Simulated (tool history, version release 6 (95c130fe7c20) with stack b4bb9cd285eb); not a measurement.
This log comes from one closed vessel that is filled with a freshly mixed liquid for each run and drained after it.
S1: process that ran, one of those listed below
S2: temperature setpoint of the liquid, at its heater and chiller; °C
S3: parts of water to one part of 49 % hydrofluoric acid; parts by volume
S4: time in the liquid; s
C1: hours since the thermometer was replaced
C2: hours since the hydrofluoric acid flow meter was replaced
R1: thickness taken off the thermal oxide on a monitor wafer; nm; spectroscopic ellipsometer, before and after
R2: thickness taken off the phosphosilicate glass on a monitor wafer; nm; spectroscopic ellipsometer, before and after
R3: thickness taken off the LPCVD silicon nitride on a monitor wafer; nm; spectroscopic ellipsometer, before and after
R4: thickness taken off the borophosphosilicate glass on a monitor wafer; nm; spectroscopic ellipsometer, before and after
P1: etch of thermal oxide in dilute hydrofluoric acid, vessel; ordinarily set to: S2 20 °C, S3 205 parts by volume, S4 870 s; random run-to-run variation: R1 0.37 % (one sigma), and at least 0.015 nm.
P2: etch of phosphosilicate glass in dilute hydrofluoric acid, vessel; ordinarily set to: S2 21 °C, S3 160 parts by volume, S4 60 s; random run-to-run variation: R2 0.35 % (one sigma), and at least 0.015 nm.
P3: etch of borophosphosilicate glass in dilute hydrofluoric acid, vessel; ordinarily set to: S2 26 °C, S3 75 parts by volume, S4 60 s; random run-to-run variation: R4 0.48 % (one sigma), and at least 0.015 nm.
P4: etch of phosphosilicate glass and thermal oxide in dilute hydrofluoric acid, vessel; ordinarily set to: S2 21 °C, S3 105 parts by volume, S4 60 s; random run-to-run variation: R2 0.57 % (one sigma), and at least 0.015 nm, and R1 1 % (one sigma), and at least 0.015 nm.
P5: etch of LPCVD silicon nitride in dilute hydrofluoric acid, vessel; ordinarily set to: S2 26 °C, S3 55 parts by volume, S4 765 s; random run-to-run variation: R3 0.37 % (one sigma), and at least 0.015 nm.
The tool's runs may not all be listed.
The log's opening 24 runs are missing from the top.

run	day	S1	S2	S3	S4	C1	C2	R1	R2	R3	R4
25	6.804	P5	26	55	765	375	331.8			7.1257	
26	7.129	P1	20	280	245	382.8	339.6	2.9141			
27	7.421	P3	26	115	60	389.8	346.6				27.442
28	7.767	P1	20	205	870	398.1	354.9	15.206			
# day 7.95: thermometer replaced
29	8.075	P2	17	160	60	3	362.3		31.739		
30	8.404	P3	26	75	60	10.9	370.2				44.087
31	8.608	P2	21	220	60	15.8	375.1		25.529		
32	8.971	P1	24.5	320	870	24.5	383.8	10.267			

What does the tool deliver on the next run?
33	9.3	P1	20	335	870	32.4	391.7	?			

R1: 8.2749 nm
